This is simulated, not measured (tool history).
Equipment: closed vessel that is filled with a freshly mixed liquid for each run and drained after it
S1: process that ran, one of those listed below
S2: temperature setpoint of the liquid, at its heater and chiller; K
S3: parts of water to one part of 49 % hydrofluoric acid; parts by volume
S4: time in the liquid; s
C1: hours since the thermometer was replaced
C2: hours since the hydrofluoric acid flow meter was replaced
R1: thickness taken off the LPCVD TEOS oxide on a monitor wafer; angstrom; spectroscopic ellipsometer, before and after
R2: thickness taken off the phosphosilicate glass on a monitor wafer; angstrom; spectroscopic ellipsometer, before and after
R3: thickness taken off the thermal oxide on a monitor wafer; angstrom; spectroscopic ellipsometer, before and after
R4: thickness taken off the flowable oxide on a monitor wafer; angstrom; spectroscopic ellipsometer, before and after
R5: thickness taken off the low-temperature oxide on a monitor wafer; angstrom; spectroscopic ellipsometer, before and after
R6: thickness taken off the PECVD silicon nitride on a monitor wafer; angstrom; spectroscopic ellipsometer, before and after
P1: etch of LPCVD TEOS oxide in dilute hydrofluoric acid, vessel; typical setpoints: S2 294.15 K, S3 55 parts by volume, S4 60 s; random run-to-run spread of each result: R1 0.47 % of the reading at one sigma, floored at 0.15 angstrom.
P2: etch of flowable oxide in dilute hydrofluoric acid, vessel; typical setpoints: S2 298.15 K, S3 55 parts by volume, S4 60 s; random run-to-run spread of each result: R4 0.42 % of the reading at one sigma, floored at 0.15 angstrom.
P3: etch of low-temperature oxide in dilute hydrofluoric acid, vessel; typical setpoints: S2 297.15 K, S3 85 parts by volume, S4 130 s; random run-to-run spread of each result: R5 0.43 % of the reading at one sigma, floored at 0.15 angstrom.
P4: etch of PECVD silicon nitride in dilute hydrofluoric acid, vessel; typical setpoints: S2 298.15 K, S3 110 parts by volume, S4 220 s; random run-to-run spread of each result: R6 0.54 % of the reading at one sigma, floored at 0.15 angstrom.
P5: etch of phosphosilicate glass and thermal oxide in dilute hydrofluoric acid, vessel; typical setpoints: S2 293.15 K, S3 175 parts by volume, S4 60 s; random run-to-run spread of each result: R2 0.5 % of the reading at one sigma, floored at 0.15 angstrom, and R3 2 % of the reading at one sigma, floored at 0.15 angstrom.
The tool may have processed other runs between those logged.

{"run": 1, "day": 0.508, "S1": "P1", "S2": 294.15, "S3": 55, "S4": 60, "C1": 244.4, "C2": 1750.1, "R1": 214.81}
{"run": 2, "day": 0.958, "S1": "P1", "S2": 294.15, "S3": 55, "S4": 60, "C1": 255.2, "C2": 1760.9, "R1": 214.44}
{"run": 3, "day": 1.254, "S1": "P5", "S2": 293.15, "S3": 175, "S4": 110, "C1": 262.3, "C2": 1768, "R2": 750.61, "R3": 22.998}
{"run": 4, "day": 1.729, "S1": "P2", "S2": 298.15, "S3": 55, "S4": 60, "C1": 273.7, "C2": 1779.4, "R4": 345.57}
{"day": 1.783, "done": "thermometer replaced"}
{"run": 5, "day": 2.038, "S1": "P1", "S2": 290.15, "S3": 55, "S4": 60, "C1": 6.1, "C2": 1786.8, "R1": 181.19}
{"run": 6, "day": 2.421, "S1": "P2", "S2": 298.15, "S3": 55, "S4": 95, "C1": 15.3, "C2": 1796, "R4": 547.68}
{"run": 7, "day": 2.738, "S1": "P5", "S2": 293.15, "S3": 175, "S4": 60, "C1": 22.9, "C2": 1803.6, "R2": 405.43, "R3": 12.741}
{"day": 2.85, "done": "hydrofluoric acid flow meter replaced"}
{"run": 8, "day": 3.25, "S1": "P3", "S2": 297.15, "S3": 85, "S4": 130, "C1": 35.2, "C2": 9.7, "R5": 393.34}
{"run": 9, "day": 3.5, "S1": "P1", "S2": 294.15, "S3": 55, "S4": 30, "C1": 41.2, "C2": 15.7, "R1": 107.72}
{"run": 10, "day": 3.904, "S1": "P1", "S2": 294.15, "S3": 55, "S4": 60, "C1": 50.9, "C2": 25.4, "R1": 217}
{"run": 11, "day": 4.25, "S1": "P1", "S2": 294.15, "S3": 30, "S4": 60, "C1": 59.2, "C2": 33.7, "R1": 404.98}
{"run": 12, "day": 4.679, "S1": "P1", "S2": 302.15, "S3": 20, "S4": 60, "C1": 69.5, "C2": 44, "R1": 858.72}
{"run": 13, "day": 4.992, "S1": "P2", "S2": 290.65, "S3": 55, "S4": 60, "C1": 77, "C2": 51.5, "R4": 252.28}
{"run": 14, "day": 5.542, "S1": "P1", "S2": 298.65, "S3": 55, "S4": 110, "C1": 90.2, "C2": 64.7, "R1": 470.82}
{"run": 15, "day": 6.025, "S1": "P3", "S2": 297.15, "S3": 45, "S4": 130, "C1": 101.8, "C2": 76.3, "R5": 782.86}
{"run": 16, "day": 6.492, "S1": "P5", "S2": 290.15, "S3": 175, "S4": 60, "C1": 113, "C2": 87.5, "R2": 361.94, "R3": 10.895}
{"run": 17, "day": 6.75, "S1": "P3", "S2": 297.15, "S3": 85, "S4": 195, "C1": 119.2, "C2": 93.7, "R5": 590.7}
{"run": 18, "day": 7.283, "S1": "P1", "S2": 298.15, "S3": 55, "S4": 60, "C1": 132, "C2": 106.5, "R1": 252.4}
{"run": 19, "day": 7.588, "S1": "P2", "S2": 298.15, "S3": 75, "S4": 60, "C1": 139.3, "C2": 113.8, "R4": 244.63}
{"run": 20, "day": 8.125, "S1": "P5", "S2": 293.15, "S3": 260, "S4": 60, "C1": 152.2, "C2": 126.7, "R2": 254.05, "R3": 7.9156}
{"run": 21, "day": 8.412, "S1": "P1", "S2": 294.15, "S3": 55, "S4": 95, "C1": 159.1, "C2": 133.6, "R1": 342.41}
{"run": 22, "day": 8.862, "S1": "P1", "S2": 294.15, "S3": 55, "S4": 60, "C1": 169.9, "C2": 144.4, "R1": 214.79}
{"run": 23, "day": 9.138, "S1": "P4", "S2": 298.15, "S3": 180, "S4": 220, "C1": 176.5, "C2": 151, "R6": 74.814}
{"run": 24, "day": 9.65, "S1": "P1", "S2": 294.15, "S3": 55, "S4": 60, "C1": 188.8, "C2": 163.3, "R1": 214.33}
{"run": 25, "day": 10.1, "S1": "P4", "S2": 298.15, "S3": 110, "S4": 30, "C1": 199.6, "C2": 174.1, "R6": 16.766}
{"run": 26, "day": 10.488, "S1": "P4", "S2": 290.15, "S3": 110, "S4": 220, "C1": 208.9, "C2": 183.4, "R6": 71.437}
{"run": 27, "day": 10.988, "S1": "P4", "S2": 298.15, "S3": 110, "S4": 220, "C1": 220.9, "C2": 195.4, "R6": 121.49}
{"run": 28, "day": 11.238, "S1": "P3", "S2": 304.15, "S3": 85, "S4": 130, "C1": 226.9, "C2": 201.4, "R5": 514.22}
{"run": 29, "day": 11.7, "S1": "P1", "S2": 294.15, "S3": 100, "S4": 60, "C1": 238, "C2": 212.5, "R1": 113.1}
{"run": 30, "day": 12.088, "S1": "P1", "S2": 294.15, "S3": 55, "S4": 60, "C1": 247.3, "C2": 221.8, "R1": 214}
{"run": 31, "day": 12.571, "S1": "P1", "S2": 294.15, "S3": 55, "S4": 60, "C1": 258.9, "C2": 233.4, "R1": 222.03}
{"run": 32, "day": 12.929, "S1": "P1", "S2": 294.15, "S3": 55, "S4": 60, "C1": 267.5, "C2": 242, "R1": 225.71}
{"run": 33, "day": 13.342, "S1": "P1", "S2": 294.15, "S3": 55, "S4": 60, "C1": 277.4, "C2": 251.9, "R1": 228.91}
{"run": 34, "day": 13.654, "S1": "P1", "S2": 294.15, "S3": 55, "S4": 60, "C1": 284.9, "C2": 259.4, "R1": 229.69}
{"run": 35, "day": 13.942, "S1": "P1", "S2": 294.15, "S3": 55, "S4": 60, "C1": 291.8, "C2": 266.3, "R1": 231.31}
{"run": 36, "day": 14.283, "S1": "P1", "S2": 294.15, "S3": 55, "S4": 60, "C1": 300, "C2": 274.5, "R1": 232.3}
{"run": 37, "day": 14.588, "S1": "P1", "S2": 294.15, "S3": 55, "S4": 60, "C1": 307.3, "C2": 281.8, "R1": 231.48}
{"run": 38, "day": 14.954, "S1": "P1", "S2": 294.15, "S3": 55, "S4": 60, "C1": 316.1, "C2": 290.6, "R1": 233.46}

The output of P1 has drifted from where it used to be. Each of the 2 causes below, taken at the size shown beside it, accounts for the log equally well:
A: hydrofluoric acid flow above the setpoint (%) = 7.33
B: liquid hotter than its thermometer reads (K) = 1.81
Onset of the creep was near day 12.088.

Each of the 4 check runs below uses one wafer; its results are left as question marks. Which run tells the causes apart?
{"run": "check 1", "day": 15.321, "S1": "P5", "S2": 290.15, "S3": 175, "S4": 90, "R2": "?", "R3": "?"}
{"run": "check 2", "day": 15.321, "S1": "P4", "S2": 294.15, "S3": 110, "S4": 75, "R6": "?"}
{"run": "check 3", "day": 15.321, "S1": "P2", "S2": 298.15, "S3": 55, "S4": 80, "R4": "?"}
{"run": "check 4", "day": 15.321, "S1": "P3", "S2": 297.15, "S3": 55, "S4": 130, "R5": "?"}

What every check run would give for each of its results, assuming each possible cause in turn:
check=check_1 result=R2 if_A=591.07 if_B=585.45
check=check_1 result=R3 if_A=18.596 if_B=18.419
check=check_2 result=R6 if_A=34.279 if_B=36.095
check=check_3 result=R4 if_A=495.36 if_B=493.96
check=check_4 result=R5 if_A=679.1 if_B=677.66
Per check, the gap between the least separated pair of causes, taken in the result that splits them most: check 1 0.96 %; check 2 5.16 %; check 3 0.28 %; check 4 0.21 %
The causes can be told apart only by check 2. The other checks would give nearly the same results under each of them.

After running check 2, the following was obtained: R6 34.45 angstrom. Which cause does this point to?

It is A: hydrofluoric acid flow above the setpoint (%).
